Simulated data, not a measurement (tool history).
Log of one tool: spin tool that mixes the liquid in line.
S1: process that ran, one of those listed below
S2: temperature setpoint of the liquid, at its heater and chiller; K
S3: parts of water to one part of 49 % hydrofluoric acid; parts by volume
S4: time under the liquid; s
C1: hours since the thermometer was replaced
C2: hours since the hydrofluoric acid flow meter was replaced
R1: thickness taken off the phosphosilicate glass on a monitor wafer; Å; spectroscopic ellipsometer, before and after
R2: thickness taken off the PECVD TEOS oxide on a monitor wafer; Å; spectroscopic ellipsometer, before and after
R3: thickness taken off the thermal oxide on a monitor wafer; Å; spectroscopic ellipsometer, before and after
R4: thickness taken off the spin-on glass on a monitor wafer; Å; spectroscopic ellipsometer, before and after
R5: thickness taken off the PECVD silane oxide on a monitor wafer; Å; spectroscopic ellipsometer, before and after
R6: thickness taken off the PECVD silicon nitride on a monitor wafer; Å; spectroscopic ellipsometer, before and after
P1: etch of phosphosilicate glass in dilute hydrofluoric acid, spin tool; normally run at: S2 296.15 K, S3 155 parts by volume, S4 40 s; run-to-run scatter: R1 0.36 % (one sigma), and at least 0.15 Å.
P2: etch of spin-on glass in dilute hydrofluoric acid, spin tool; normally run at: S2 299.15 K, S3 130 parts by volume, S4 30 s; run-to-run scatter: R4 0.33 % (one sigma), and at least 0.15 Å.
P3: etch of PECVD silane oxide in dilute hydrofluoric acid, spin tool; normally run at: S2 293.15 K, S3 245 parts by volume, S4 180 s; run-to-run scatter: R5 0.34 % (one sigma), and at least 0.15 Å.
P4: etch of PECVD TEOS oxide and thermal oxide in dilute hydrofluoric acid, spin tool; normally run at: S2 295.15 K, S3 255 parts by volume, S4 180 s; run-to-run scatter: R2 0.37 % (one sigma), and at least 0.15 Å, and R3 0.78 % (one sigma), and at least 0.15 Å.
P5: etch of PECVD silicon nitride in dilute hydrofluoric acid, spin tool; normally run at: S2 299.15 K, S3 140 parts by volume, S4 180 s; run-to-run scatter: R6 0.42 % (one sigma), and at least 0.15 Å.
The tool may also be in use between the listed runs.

run   hour  S1      S2   S3   S4      C1      C2       R1       R2      R3       R4       R5        R6
  1    8.8  P1  296.15  155   40   734.8  1380.5  161.190
  2   17.5  P4  295.15  255  180   743.5  1389.2           122.800  26.773
  3   24.8  P2  299.15  130   50   750.8  1396.5                            140.350
  4   39.6  P3  293.15  245  180   765.6  1411.3                                     167.600
  5   51.0  P4  295.15  255  265   777.0  1422.7           177.760  39.202
  6   60.9  P1  296.15  155   40   786.9  1432.6  159.420
  7   69.7  P1  296.15  155   15   795.7  1441.4   60.339
  8   82.4  P4  302.65  255  180   808.4  1454.1           158.660  35.291
  9   89.9  P5  299.15  140  180   815.9  1461.6                                               51.1780
 10   99.4  P3  293.15  245  180   825.4  1471.1                                     167.920
 11  107.9  P5  305.65  140  180   833.9  1479.6                                               76.4160
 12  121.5  P1  296.15  155   40   847.5  1493.2  162.050
 13  130.6  P3  298.15  245  180   856.6  1502.3                                     201.180
 14  141.1  P1  296.15  155   40   867.1  1512.8  160.130
 15  152.7  P2  299.15  130   30   878.7  1524.4                             84.225
 16  160.8  P5  299.15  140   35   886.8  1532.5                                                9.8691
 17  167.5  P4  295.15  255  180   893.5  1539.2           121.780  26.736
 18  177.0  P3  293.15  245   60   903.0  1548.7                                      55.978
 19  183.8  P2  293.15  130   30   909.8  1555.5                             66.913
 20  192.2  P1  296.15   30   40   918.2  1563.9  966.900
 21  202.9  P2  299.15  180   30   928.9  1574.6                             57.350
 22  212.4  P1  296.15  260   40   938.4  1584.1   85.566
 23  222.6  P4  295.15  420  180   948.6  1594.3            63.969  14.083
 24  232.5  P1  296.15  155   40   958.5  1604.2  160.100
 25  243.0  P3  293.15  135  180   969.0  1614.7                                     340.790
 26  250.4  P1  290.15  155   40   976.4  1622.1  126.620
 27  262.5  P1  296.15  155   75   988.5  1634.2  301.800
 28  273.4  P1  296.15  220   80   999.4  1645.1  210.070
 29  284.8  P1  296.15  155   40  1010.8  1656.5  161.010
 30  293.7  P5  299.15   60  180  1019.7  1665.4                                              117.8500
 31  305.4  P2  299.15  130   30  1031.4  1677.1                             83.944
 32  317.5  P1  303.15  155   40  1043.5  1689.2  208.640
 33  326.5  P1  296.15  155   40  1052.5  1698.2  162.460
 34  337.2  P1  296.15  155   40  1063.2  1708.9  164.750
 35  346.0  P1  296.15  155   40  1072.0  1717.7  166.260
 36  355.0  P1  296.15  155   40  1081.0  1726.7  168.960
 37  365.7  P1  296.15  155   40  1091.7  1737.4  170.630
 38  377.6  P1  296.15  155   40  1103.6  1749.3  172.120
 39  391.3  P1  296.15  155   40  1117.3  1763.0  172.950
 40  404.3  P1  296.15  155   40  1130.3  1776.0  173.900
 41  419.0  P1  296.15  155   40  1145.0  1790.7  174.040
 42  432.6  P1  296.15  155   40  1158.6  1804.3  174.060
 43  441.1  P1  296.15  155   40  1167.1  1812.8  173.880
 44  447.9  P1  296.15  155   40  1173.9  1819.6  174.190

What P1 gives has crept away from where it was. These 2 causes fit the log equally well, each at the size given:
A: hydrofluoric acid flow above the setpoint (%) = 6.93
B: liquid hotter than its thermometer reads (K) = 2.06
The creep began at about hour 326.5.

4 check runs are offered, one wafer each, their results left as question marks. Which one tells the causes apart?
check 1  454.7  P2  299.15  130   30                       ?
check 2  454.7  P4  295.15  255  180               ?   ?
check 3  454.7  P3  293.15  245  180                           ?
check 4  454.7  P5  299.15  140  180                               ?

What each check would give under each cause:
  check  result     if A     if B
check 1      R4   91.090   91.094
check 2      R2  132.540  131.380
check 2      R3   29.292   29.034
check 3      R5  182.350  181.360
check 4      R6  54.6330  58.2010
How far apart the two closest causes lie, in the result that separates them most: check 1 0 %; check 2 0.88 %; check 3 0.54 %; check 4 6.33 %
Only check 4 tells the causes apart: in the others they would give nearly the same result.

Then check 4 was run and gave: R6 58.5540 Å. Which cause is it?

It is B: liquid hotter than its thermometer reads (K).

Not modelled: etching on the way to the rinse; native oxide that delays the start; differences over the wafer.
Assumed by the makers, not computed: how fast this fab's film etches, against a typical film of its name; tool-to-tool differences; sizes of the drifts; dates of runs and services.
